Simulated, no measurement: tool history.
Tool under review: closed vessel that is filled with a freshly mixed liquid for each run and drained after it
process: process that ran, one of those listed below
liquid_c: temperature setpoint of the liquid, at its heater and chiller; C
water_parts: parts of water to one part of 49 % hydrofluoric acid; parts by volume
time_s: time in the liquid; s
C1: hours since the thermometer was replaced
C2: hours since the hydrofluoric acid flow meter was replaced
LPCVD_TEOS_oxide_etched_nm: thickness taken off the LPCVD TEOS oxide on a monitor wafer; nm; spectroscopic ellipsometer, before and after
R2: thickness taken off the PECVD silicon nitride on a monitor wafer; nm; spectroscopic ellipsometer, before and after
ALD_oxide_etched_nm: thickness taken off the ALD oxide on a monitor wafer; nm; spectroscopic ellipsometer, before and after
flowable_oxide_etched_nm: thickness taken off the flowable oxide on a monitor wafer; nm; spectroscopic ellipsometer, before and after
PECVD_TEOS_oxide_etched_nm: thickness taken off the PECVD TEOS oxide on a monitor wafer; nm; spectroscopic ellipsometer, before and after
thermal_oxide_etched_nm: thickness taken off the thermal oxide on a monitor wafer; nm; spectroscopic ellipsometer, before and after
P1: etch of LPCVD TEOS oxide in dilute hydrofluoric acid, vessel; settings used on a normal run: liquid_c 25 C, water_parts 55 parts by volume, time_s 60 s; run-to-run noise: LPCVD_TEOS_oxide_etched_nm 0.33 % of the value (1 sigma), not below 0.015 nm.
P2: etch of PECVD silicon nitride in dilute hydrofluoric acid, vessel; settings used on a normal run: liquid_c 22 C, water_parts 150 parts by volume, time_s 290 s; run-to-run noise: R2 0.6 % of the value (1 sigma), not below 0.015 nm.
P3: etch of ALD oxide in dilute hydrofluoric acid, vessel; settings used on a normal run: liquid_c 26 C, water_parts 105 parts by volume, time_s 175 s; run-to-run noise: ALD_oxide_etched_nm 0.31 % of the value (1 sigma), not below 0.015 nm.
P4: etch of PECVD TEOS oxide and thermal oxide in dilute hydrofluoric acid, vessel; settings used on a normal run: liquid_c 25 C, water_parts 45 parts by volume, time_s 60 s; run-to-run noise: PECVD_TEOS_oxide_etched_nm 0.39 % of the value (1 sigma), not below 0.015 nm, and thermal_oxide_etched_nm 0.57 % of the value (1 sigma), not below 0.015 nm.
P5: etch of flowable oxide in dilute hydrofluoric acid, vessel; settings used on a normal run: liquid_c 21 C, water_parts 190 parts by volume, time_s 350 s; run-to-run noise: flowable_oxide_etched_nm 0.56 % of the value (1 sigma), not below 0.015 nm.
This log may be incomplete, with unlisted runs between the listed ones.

Run 1, hour 9.8: process P1, liquid_c 25 C, water_parts 55 parts by volume, time_s 60 s; C1 1006; C2 245.6. Result: LPCVD_TEOS_oxide_etched_nm 20.578 nm.
Run 2, hour 17.8: process P1, liquid_c 25 C, water_parts 55 parts by volume, time_s 60 s; C1 1014; C2 253.6. Result: LPCVD_TEOS_oxide_etched_nm 20.593 nm.
Run 3, hour 28.1: process P1, liquid_c 25 C, water_parts 20 parts by volume, time_s 60 s; C1 1024.3; C2 263.9. Result: LPCVD_TEOS_oxide_etched_nm 59.548 nm.
Run 4, hour 34.8: process P1, liquid_c 25 C, water_parts 55 parts by volume, time_s 60 s; C1 1031; C2 270.6. Result: LPCVD_TEOS_oxide_etched_nm 20.629 nm.
Run 5, hour 47.5: process P2, liquid_c 22 C, water_parts 150 parts by volume, time_s 290 s; C1 1043.7; C2 283.3. Result: R2 4.3864 nm.
Run 6, hour 57.3: process P1, liquid_c 25 C, water_parts 85 parts by volume, time_s 60 s; C1 1053.5; C2 293.1. Result: LPCVD_TEOS_oxide_etched_nm 12.849 nm.
Run 7, hour 64.2: process P3, liquid_c 32.5 C, water_parts 105 parts by volume, time_s 175 s; C1 1060.4; C2 300. Result: ALD_oxide_etched_nm 23.177 nm.
Run 8, hour 77.3: process P5, liquid_c 21 C, water_parts 190 parts by volume, time_s 605 s; C1 1073.5; C2 313.1. Result: flowable_oxide_etched_nm 51.908 nm.
Run 9, hour 85.7: process P1, liquid_c 18.5 C, water_parts 55 parts by volume, time_s 60 s; C1 1081.9; C2 321.5. Result: LPCVD_TEOS_oxide_etched_nm 15.78 nm.
Run 10, hour 98.9: process P1, liquid_c 25 C, water_parts 75 parts by volume, time_s 30 s; C1 1095.1; C2 334.7. Result: LPCVD_TEOS_oxide_etched_nm 7.3216 nm.
Run 11, hour 110: process P4, liquid_c 25 C, water_parts 45 parts by volume, time_s 60 s; C1 1106.2; C2 345.8. Result: PECVD_TEOS_oxide_etched_nm 26.664 nm, thermal_oxide_etched_nm 7.4569 nm.
Run 12, hour 119: process P1, liquid_c 25 C, water_parts 90 parts by volume, time_s 30 s; C1 1115.2; C2 354.8. Result: LPCVD_TEOS_oxide_etched_nm 6.0354 nm.
Run 13, hour 125.6: process P1, liquid_c 25 C, water_parts 55 parts by volume, time_s 60 s; C1 1121.8; C2 361.4. Result: LPCVD_TEOS_oxide_etched_nm 20.5 nm.
Run 14, hour 138.3: process P1, liquid_c 25 C, water_parts 55 parts by volume, time_s 85 s; C1 1134.5; C2 374.1. Result: LPCVD_TEOS_oxide_etched_nm 29.103 nm.
Run 15, hour 149.1: process P4, liquid_c 25 C, water_parts 75 parts by volume, time_s 60 s; C1 1145.3; C2 384.9. Result: PECVD_TEOS_oxide_etched_nm 15.454 nm, thermal_oxide_etched_nm 4.271 nm.
At hour 151: thermometer replaced.
Run 16, hour 157.9: process P3, liquid_c 26 C, water_parts 25 parts by volume, time_s 175 s; C1 6.9; C2 393.7. Result: ALD_oxide_etched_nm 85.011 nm.
Run 17, hour 171: process P1, liquid_c 29 C, water_parts 55 parts by volume, time_s 60 s; C1 20; C2 406.8. Result: LPCVD_TEOS_oxide_etched_nm 24.134 nm.
Run 18, hour 179.6: process P3, liquid_c 26 C, water_parts 105 parts by volume, time_s 175 s; C1 28.6; C2 415.4. Result: ALD_oxide_etched_nm 18.151 nm.
Run 19, hour 189.4: process P4, liquid_c 25 C, water_parts 45 parts by volume, time_s 60 s; C1 38.4; C2 425.2. Result: PECVD_TEOS_oxide_etched_nm 26.593 nm, thermal_oxide_etched_nm 7.3721 nm.
Run 20, hour 201.7: process P2, liquid_c 25.5 C, water_parts 150 parts by volume, time_s 290 s; C1 50.7; C2 437.5. Result: R2 5.4739 nm.
Run 21, hour 211.6: process P5, liquid_c 21 C, water_parts 40 parts by volume, time_s 350 s; C1 60.6; C2 447.4. Result: flowable_oxide_etched_nm 172.61 nm.
Run 22, hour 224.5: process P5, liquid_c 25.5 C, water_parts 190 parts by volume, time_s 350 s; C1 73.5; C2 460.3. Result: flowable_oxide_etched_nm 35.861 nm.
Run 23, hour 230.4: process P3, liquid_c 26 C, water_parts 105 parts by volume, time_s 95 s; C1 79.4; C2 466.2. Result: ALD_oxide_etched_nm 9.8067 nm.
Run 24, hour 239.9: process P2, liquid_c 22 C, water_parts 265 parts by volume, time_s 290 s; C1 88.9; C2 475.7. Result: R2 2.4836 nm.
Run 25, hour 249.2: process P4, liquid_c 25 C, water_parts 45 parts by volume, time_s 85 s; C1 98.2; C2 485. Result: PECVD_TEOS_oxide_etched_nm 37.891 nm, thermal_oxide_etched_nm 10.422 nm.
Run 26, hour 261.5: process P1, liquid_c 25 C, water_parts 55 parts by volume, time_s 35 s; C1 110.5; C2 497.3. Result: LPCVD_TEOS_oxide_etched_nm 12.034 nm.
Run 27, hour 270.6: process P1, liquid_c 25 C, water_parts 55 parts by volume, time_s 60 s; C1 119.6; C2 506.4. Result: LPCVD_TEOS_oxide_etched_nm 20.521 nm.
Run 28, hour 279.1: process P1, liquid_c 25 C, water_parts 55 parts by volume, time_s 60 s; C1 128.1; C2 514.9. Result: LPCVD_TEOS_oxide_etched_nm 20.491 nm.
Run 29, hour 287.6: process P2, liquid_c 22 C, water_parts 150 parts by volume, time_s 130 s; C1 136.6; C2 523.4. Result: R2 1.9691 nm.
Run 30, hour 298.5: process P1, liquid_c 25 C, water_parts 80 parts by volume, time_s 105 s; C1 147.5; C2 534.3. Result: LPCVD_TEOS_oxide_etched_nm 23.961 nm.
Run 31, hour 308.8: process P5, liquid_c 21 C, water_parts 190 parts by volume, time_s 350 s; C1 157.8; C2 544.6. Result: flowable_oxide_etched_nm 30.669 nm.
Run 32, hour 316.4: process P4, liquid_c 19.5 C, water_parts 45 parts by volume, time_s 60 s; C1 165.4; C2 552.2. Result: PECVD_TEOS_oxide_etched_nm 21.276 nm, thermal_oxide_etched_nm 5.951 nm.
Run 33, hour 323.7: process P1, liquid_c 25 C, water_parts 55 parts by volume, time_s 60 s; C1 172.7; C2 559.5. Result: LPCVD_TEOS_oxide_etched_nm 20.537 nm.
Run 34, hour 335.3: process P1, liquid_c 25 C, water_parts 55 parts by volume, time_s 60 s; C1 184.3; C2 571.1. Result: LPCVD_TEOS_oxide_etched_nm 19.672 nm.
Run 35, hour 346.9: process P1, liquid_c 25 C, water_parts 55 parts by volume, time_s 60 s; C1 195.9; C2 582.7. Result: LPCVD_TEOS_oxide_etched_nm 19.328 nm.
Run 36, hour 355.3: process P1, liquid_c 25 C, water_parts 55 parts by volume, time_s 60 s; C1 204.3; C2 591.1. Result: LPCVD_TEOS_oxide_etched_nm 19.142 nm.
Run 37, hour 361.9: process P1, liquid_c 25 C, water_parts 55 parts by volume, time_s 60 s; C1 210.9; C2 597.7. Result: LPCVD_TEOS_oxide_etched_nm 19.188 nm.
Run 38, hour 370.2: process P1, liquid_c 25 C, water_parts 55 parts by volume, time_s 60 s; C1 219.2; C2 606. Result: LPCVD_TEOS_oxide_etched_nm 18.971 nm.
Run 39, hour 376.1: process P1, liquid_c 25 C, water_parts 55 parts by volume, time_s 60 s; C1 225.1; C2 611.9. Result: LPCVD_TEOS_oxide_etched_nm 19.167 nm.

The log shows P1 creeping away from where it was. Any of the 2 causes listed here, at the size stated for it, fits the log just as well as the others:
A: liquid colder than its thermometer reads (K) = 1.86
B: hydrofluoric acid flow below the setpoint (%) = 6.8
The gradual shift began around hour 323.7.

4 check runs are offered, one wafer each, their results left as question marks. Which one tells the causes apart?
Run check 1, hour 382: process P2, liquid_c 22 C, water_parts 150 parts by volume, time_s 290 s. Result: R2 ?.
Run check 2, hour 382: process P5, liquid_c 21 C, water_parts 190 parts by volume, time_s 350 s. Result: flowable_oxide_etched_nm ?.
Run check 3, hour 382: process P3, liquid_c 26 C, water_parts 105 parts by volume, time_s 175 s. Result: ALD_oxide_etched_nm ?.
Run check 4, hour 382: process P4, liquid_c 25 C, water_parts 45 parts by volume, time_s 60 s. Result: PECVD_TEOS_oxide_etched_nm ?, thermal_oxide_etched_nm ?.

What every check run would give for each of its results, assuming each possible cause in turn:
  check                      result    if A    if B
check 1                          R2  3.8906  4.1066
check 2    flowable_oxide_etched_nm  28.347  28.004
check 3         ALD_oxide_etched_nm  16.902  16.777
check 4  PECVD_TEOS_oxide_etched_nm  24.776  24.825
check 4     thermal_oxide_etched_nm  6.8758  6.8894
How far apart the two closest causes lie, in the result that separates them most: check 1 5.4 %; check 2 1.22 %; check 3 0.74 %; check 4 0.2 %
The causes can be told apart only by check 1. The other checks would give nearly the same results under each of them.

Running check 1 produced the following: R2 3.8894 nm. Which one of the listed causes fits?

It was cause A: liquid colder than its thermometer reads (K).

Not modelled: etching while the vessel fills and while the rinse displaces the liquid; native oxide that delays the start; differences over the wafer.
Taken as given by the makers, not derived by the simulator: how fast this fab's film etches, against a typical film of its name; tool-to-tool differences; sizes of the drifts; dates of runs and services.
